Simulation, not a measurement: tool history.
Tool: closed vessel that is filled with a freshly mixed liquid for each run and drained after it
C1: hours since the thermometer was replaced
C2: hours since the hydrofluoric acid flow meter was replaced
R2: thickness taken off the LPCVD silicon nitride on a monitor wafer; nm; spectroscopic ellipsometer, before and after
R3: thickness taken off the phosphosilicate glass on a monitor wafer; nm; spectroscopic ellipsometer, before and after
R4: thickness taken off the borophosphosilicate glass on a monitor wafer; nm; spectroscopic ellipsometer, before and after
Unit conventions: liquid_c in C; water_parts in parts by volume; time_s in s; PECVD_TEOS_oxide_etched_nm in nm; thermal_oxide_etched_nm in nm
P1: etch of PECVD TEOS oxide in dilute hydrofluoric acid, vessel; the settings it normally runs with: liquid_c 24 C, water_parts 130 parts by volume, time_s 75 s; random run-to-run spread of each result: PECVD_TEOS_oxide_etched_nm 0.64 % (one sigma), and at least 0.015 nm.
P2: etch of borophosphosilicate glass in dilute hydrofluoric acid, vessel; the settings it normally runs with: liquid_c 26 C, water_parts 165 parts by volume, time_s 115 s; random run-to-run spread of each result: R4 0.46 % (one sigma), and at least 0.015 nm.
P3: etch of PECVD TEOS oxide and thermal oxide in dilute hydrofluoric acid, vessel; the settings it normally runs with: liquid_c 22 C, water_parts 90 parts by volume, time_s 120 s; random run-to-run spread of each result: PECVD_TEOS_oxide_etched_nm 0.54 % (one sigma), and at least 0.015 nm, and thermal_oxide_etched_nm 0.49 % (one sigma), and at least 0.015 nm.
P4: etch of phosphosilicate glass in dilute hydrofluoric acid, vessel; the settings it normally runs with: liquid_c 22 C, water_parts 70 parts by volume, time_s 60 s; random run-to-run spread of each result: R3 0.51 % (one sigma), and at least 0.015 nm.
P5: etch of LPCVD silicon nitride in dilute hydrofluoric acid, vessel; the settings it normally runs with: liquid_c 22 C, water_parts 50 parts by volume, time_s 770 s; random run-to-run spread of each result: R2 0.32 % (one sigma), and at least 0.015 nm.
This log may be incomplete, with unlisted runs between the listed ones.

Run 1, hour 6.5: process P1, liquid_c 24 C, water_parts 130 parts by volume, time_s 75 s; C1 254.5; C2 1593.1. Result: PECVD_TEOS_oxide_etched_nm 4.8652 nm.
Run 2, hour 13.9: process P5, liquid_c 26.5 C, water_parts 50 parts by volume, time_s 770 s; C1 261.9; C2 1600.5. Result: R2 9.3 nm.
Run 3, hour 21.5: process P4, liquid_c 29 C, water_parts 70 parts by volume, time_s 60 s; C1 269.5; C2 1608.1. Result: R3 66.24 nm.
Run 4, hour 28.8: process P5, liquid_c 22 C, water_parts 50 parts by volume, time_s 1375 s; C1 276.8; C2 1615.4. Result: R2 12.379 nm.
Run 5, hour 37.3: process P5, liquid_c 22 C, water_parts 50 parts by volume, time_s 770 s; C1 285.3; C2 1623.9. Result: R2 6.93 nm.
Run 6, hour 44.4: process P2, liquid_c 26 C, water_parts 165 parts by volume, time_s 115 s; C1 292.4; C2 1631. Result: R4 22.43 nm.
Run 7, hour 50.8: process P3, liquid_c 29.5 C, water_parts 90 parts by volume, time_s 120 s; C1 298.8; C2 1637.4. Result: PECVD_TEOS_oxide_etched_nm 22.115 nm, thermal_oxide_etched_nm 7.941 nm.
Run 8, hour 55.6: process P2, liquid_c 18 C, water_parts 165 parts by volume, time_s 115 s; C1 303.6; C2 1642.2. Result: R4 16.5 nm.
Run 9, hour 61.6: process P1, liquid_c 24 C, water_parts 130 parts by volume, time_s 130 s; C1 309.6; C2 1648.2. Result: PECVD_TEOS_oxide_etched_nm 8.3385 nm.
Run 10, hour 67.1: process P3, liquid_c 22 C, water_parts 90 parts by volume, time_s 120 s; C1 315.1; C2 1653.7. Result: PECVD_TEOS_oxide_etched_nm 16.546 nm, thermal_oxide_etched_nm 5.8534 nm.
Run 11, hour 75: process P1, liquid_c 24 C, water_parts 175 parts by volume, time_s 75 s; C1 323; C2 1661.6. Result: PECVD_TEOS_oxide_etched_nm 3.3934 nm.
Run 12, hour 82.8: process P3, liquid_c 22 C, water_parts 155 parts by volume, time_s 120 s; C1 330.8; C2 1669.4. Result: PECVD_TEOS_oxide_etched_nm 8.8798 nm, thermal_oxide_etched_nm 3.1541 nm.
Run 13, hour 89.8: process P4, liquid_c 22 C, water_parts 35 parts by volume, time_s 60 s; C1 337.8; C2 1676.4. Result: R3 103.89 nm.
Run 14, hour 98.3: process P4, liquid_c 22 C, water_parts 70 parts by volume, time_s 95 s; C1 346.3; C2 1684.9. Result: R3 79.218 nm.
Run 15, hour 104.3: process P1, liquid_c 24 C, water_parts 65 parts by volume, time_s 135 s; C1 352.3; C2 1690.9. Result: PECVD_TEOS_oxide_etched_nm 18.637 nm.
Run 16, hour 109.4: process P5, liquid_c 22 C, water_parts 50 parts by volume, time_s 770 s; C1 357.4; C2 1696. Result: R2 6.8989 nm.
Run 17, hour 117.7: process P1, liquid_c 29.5 C, water_parts 130 parts by volume, time_s 45 s; C1 365.7; C2 1704.3. Result: PECVD_TEOS_oxide_etched_nm 3.5189 nm.
Run 18, hour 126.2: process P1, liquid_c 24 C, water_parts 130 parts by volume, time_s 75 s; C1 374.2; C2 1712.8. Result: PECVD_TEOS_oxide_etched_nm 4.7192 nm.
Run 19, hour 133.8: process P1, liquid_c 24 C, water_parts 130 parts by volume, time_s 40 s; C1 381.8; C2 1720.4. Result: PECVD_TEOS_oxide_etched_nm 2.5498 nm.
Run 20, hour 141.6: process P5, liquid_c 22 C, water_parts 70 parts by volume, time_s 770 s; C1 389.6; C2 1728.2. Result: R2 4.9889 nm.
Run 21, hour 149.9: process P4, liquid_c 22 C, water_parts 70 parts by volume, time_s 60 s; C1 397.9; C2 1736.5. Result: R3 49.923 nm.
Run 22, hour 158.2: process P1, liquid_c 29.5 C, water_parts 80 parts by volume, time_s 75 s; C1 406.2; C2 1744.8. Result: PECVD_TEOS_oxide_etched_nm 10.388 nm.
Run 23, hour 162.8: process P2, liquid_c 26 C, water_parts 35 parts by volume, time_s 115 s; C1 410.8; C2 1749.4. Result: R4 124.33 nm.

For run 24, what comes out?
Run 24, hour 170.9: process P3, liquid_c 22 C, water_parts 90 parts by volume, time_s 120 s; C1 418.9; C2 1757.5. Result: PECVD_TEOS_oxide_etched_nm ?, thermal_oxide_etched_nm ?.

For run 24 the tool returned PECVD_TEOS_oxide_etched_nm 16.739 nm, thermal_oxide_etched_nm 5.905 nm.
